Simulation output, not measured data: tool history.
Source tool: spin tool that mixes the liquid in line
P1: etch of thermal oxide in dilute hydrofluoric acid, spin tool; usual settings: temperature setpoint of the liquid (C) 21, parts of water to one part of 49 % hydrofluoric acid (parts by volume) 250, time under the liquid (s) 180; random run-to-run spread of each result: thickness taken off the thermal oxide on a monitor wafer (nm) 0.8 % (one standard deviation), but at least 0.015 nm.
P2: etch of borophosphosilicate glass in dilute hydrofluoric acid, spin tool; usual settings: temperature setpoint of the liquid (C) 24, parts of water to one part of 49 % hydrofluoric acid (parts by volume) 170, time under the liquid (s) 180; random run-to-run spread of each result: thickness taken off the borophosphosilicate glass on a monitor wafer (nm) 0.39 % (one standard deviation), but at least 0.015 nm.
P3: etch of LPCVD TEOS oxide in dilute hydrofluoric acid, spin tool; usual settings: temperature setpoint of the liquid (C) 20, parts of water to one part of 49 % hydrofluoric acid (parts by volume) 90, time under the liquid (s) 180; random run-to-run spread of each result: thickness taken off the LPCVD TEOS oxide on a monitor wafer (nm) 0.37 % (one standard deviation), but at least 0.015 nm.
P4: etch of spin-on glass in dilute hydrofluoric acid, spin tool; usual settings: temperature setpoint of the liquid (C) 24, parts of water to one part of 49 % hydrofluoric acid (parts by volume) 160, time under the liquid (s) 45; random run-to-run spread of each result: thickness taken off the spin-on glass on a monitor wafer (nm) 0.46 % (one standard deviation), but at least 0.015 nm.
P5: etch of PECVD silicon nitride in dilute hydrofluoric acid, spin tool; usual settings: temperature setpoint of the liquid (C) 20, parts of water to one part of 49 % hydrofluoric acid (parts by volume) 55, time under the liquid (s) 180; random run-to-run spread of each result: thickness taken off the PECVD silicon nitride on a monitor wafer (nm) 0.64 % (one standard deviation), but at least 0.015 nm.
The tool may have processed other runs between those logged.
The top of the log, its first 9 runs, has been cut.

run,hour,process that ran,temperature setpoint of the liquid (C),parts of water to one part of 49 % hydrofluoric acid (parts by volume),time under the liquid (s),thickness taken off the thermal oxide on a monitor wafer (nm),thickness taken off the LPCVD TEOS oxide on a monitor wafer (nm),thickness taken off the PECVD silicon nitride on a monitor wafer (nm),thickness taken off the borophosphosilicate glass on a monitor wafer (nm),thickness taken off the spin-on glass on a monitor wafer (nm)
10,76.6,P4,24,60,45,,,,,45.909
11,84.5,P1,21,440,180,1.22620,,,,
12,92.4,P1,25,250,180,2.93410,,,,
13,101.8,P1,17,415,180,1.15930,,,,
# hour 106.7: hydrofluoric acid flow meter replaced
14,107.1,P4,17,160,45,,,,,11.629
15,111.8,P1,27,355,180,2.00700,,,,
16,120.3,P1,17,250,180,2.23870,,,,
17,124.5,P2,30,170,180,,,,43.0620,
18,131.8,P1,21,250,180,2.57240,,,,
19,138.3,P1,21,250,65,0.92157,,,,
20,146.1,P3,20,90,180,,53.200,,,
21,151.4,P1,21,65,180,12.15400,,,,
22,160.9,P4,24,160,45,,,,,15.208

Predict the results of run 23:
23,169.3,P5,20,30,180,,,?,,

{"run 23": {"thickness taken off the PECVD silicon nitride on a monitor wafer (nm)": 7.5301}}
